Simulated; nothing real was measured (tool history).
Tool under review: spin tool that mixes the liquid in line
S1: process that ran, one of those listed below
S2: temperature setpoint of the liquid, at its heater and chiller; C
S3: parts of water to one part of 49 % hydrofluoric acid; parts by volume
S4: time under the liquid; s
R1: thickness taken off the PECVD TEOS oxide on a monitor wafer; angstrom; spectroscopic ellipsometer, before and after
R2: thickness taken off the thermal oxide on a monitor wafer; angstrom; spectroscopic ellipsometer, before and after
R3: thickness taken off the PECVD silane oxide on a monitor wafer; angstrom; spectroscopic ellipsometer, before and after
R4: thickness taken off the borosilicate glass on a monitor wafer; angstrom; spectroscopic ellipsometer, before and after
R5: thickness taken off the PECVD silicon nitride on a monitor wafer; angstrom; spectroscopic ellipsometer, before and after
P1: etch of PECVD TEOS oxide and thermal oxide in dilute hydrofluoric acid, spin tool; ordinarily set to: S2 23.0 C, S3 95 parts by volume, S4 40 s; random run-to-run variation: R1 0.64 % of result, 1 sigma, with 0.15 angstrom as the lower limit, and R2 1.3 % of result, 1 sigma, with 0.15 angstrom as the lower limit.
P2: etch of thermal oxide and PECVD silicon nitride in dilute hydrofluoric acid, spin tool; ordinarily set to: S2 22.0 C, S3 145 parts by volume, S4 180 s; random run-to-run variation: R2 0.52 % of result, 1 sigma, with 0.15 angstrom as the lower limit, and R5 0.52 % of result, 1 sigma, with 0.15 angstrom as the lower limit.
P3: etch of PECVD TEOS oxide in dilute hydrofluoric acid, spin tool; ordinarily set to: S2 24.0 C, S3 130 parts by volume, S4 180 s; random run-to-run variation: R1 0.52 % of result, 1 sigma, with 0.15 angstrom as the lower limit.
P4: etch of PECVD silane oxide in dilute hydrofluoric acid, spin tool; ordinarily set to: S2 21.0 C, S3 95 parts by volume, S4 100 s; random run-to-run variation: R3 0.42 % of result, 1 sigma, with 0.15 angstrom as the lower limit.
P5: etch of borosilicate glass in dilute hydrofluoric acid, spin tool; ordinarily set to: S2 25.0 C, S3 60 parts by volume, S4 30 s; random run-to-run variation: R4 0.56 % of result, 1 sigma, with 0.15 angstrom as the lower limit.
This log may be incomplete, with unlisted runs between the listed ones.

| run | hour | S1 | S2 | S3 | S4 | R1 | R2 | R3 | R4 | R5 |
|---|---|---|---|---|---|---|---|---|---|---|
| 1 | 3.9 | P1 | 23.0 | 95 | 40 | 47.469 | 18.2810 |  |  |  |
| 2 | 8.1 | P4 | 21.0 | 95 | 45 |  |  | 64.892 |  |  |
| 3 | 11.4 | P3 | 29.0 | 130 | 180 | 265.530 |  |  |  |  |
| 4 | 15.1 | P1 | 23.0 | 175 | 40 | 23.824 | 9.0453 |  |  |  |
| 5 | 19.7 | P1 | 23.0 | 95 | 40 | 48.111 | 18.4370 |  |  |  |
|  | 20.0 | hydrofluoric acid flow meter replaced |
| 6 | 23.9 | P1 | 23.0 | 95 | 20 | 24.118 | 9.1515 |  |  |  |
| 7 | 26.2 | P1 | 23.0 | 95 | 40 | 47.963 | 18.2410 |  |  |  |
| 8 | 29.0 | P5 | 32.5 | 60 | 30 |  |  |  | 281.52 |  |
| 9 | 33.0 | P4 | 21.0 | 95 | 100 |  |  | 143.510 |  |  |
| 10 | 35.9 | P1 | 17.0 | 95 | 40 | 36.721 | 14.6310 |  |  |  |
| 11 | 39.4 | P2 | 22.0 | 145 | 180 |  | 47.9190 |  |  | 64.179 |
| 12 | 43.8 | P4 | 21.0 | 95 | 100 |  |  | 142.590 |  |  |
| 13 | 47.8 | P5 | 25.0 | 100 | 30 |  |  |  | 119.16 |  |
| 14 | 50.8 | P1 | 23.0 | 95 | 40 | 47.931 | 18.8740 |  |  |  |
| 15 | 53.7 | P1 | 30.0 | 95 | 65 | 100.470 | 39.1840 |  |  |  |
| 16 | 57.1 | P2 | 22.0 | 145 | 180 |  | 48.2630 |  |  | 64.362 |
| 17 | 60.3 | P1 | 30.0 | 140 | 40 | 40.066 | 15.5050 |  |  |  |
| 18 | 64.6 | P2 | 22.0 | 145 | 50 |  | 13.3840 |  |  | 17.950 |
| 19 | 68.4 | P1 | 23.0 | 95 | 40 | 47.202 | 18.7450 |  |  |  |
| 20 | 72.3 | P5 | 25.0 | 60 | 30 |  |  |  | 208.06 |  |
| 21 | 75.9 | P3 | 24.0 | 55 | 180 | 575.030 |  |  |  |  |
| 22 | 78.3 | P1 | 23.0 | 95 | 60 | 70.929 | 27.0540 |  |  |  |
| 23 | 81.5 | P5 | 25.0 | 60 | 45 |  |  |  | 314.37 |  |
| 24 | 84.6 | P3 | 24.0 | 130 | 15 | 18.736 |  |  |  |  |
| 25 | 87.8 | P2 | 30.5 | 145 | 180 |  | 65.5710 |  |  | 108.930 |
| 26 | 91.7 | P3 | 24.0 | 130 | 180 | 222.120 |  |  |  |  |
| 27 | 95.4 | P4 | 25.0 | 95 | 100 |  |  | 169.300 |  |  |
| 28 | 98.8 | P1 | 23.0 | 25 | 40 | 197.890 | 76.5240 |  |  |  |
| 29 | 102.2 | P5 | 25.0 | 60 | 30 |  |  |  | 211.08 |  |
| 30 | 106.8 | P3 | 24.0 | 130 | 180 | 221.240 |  |  |  |  |
| 31 | 111.2 | P1 | 27.0 | 95 | 40 | 54.843 | 21.2720 |  |  |  |
| 32 | 114.1 | P4 | 21.0 | 25 | 100 |  |  | 595.130 |  |  |
| 33 | 118.7 | P1 | 23.0 | 95 | 40 | 47.187 | 18.7610 |  |  |  |
| 34 | 121.6 | P2 | 22.0 | 70 | 180 |  | 107.7000 |  |  | 131.600 |
| 35 | 123.8 | P1 | 23.0 | 95 | 40 | 48.120 | 18.0740 |  |  |  |
| 36 | 125.8 | P1 | 23.0 | 95 | 40 | 48.847 | 19.2490 |  |  |  |
| 37 | 129.2 | P1 | 23.0 | 95 | 40 | 50.629 | 19.1230 |  |  |  |
| 38 | 133.2 | P1 | 23.0 | 95 | 40 | 50.885 | 19.5020 |  |  |  |
| 39 | 136.5 | P1 | 23.0 | 95 | 40 | 51.344 | 19.5340 |  |  |  |
| 40 | 139.7 | P1 | 23.0 | 95 | 40 | 50.289 | 19.8640 |  |  |  |

Forecast run 41:
| 41 | 143.3 | P1 | 23.0 | 95 | 40 | ? | ? |  |  |  |

Run 41 came out at R1 50.786 angstrom, R2 19.7570 angstrom.
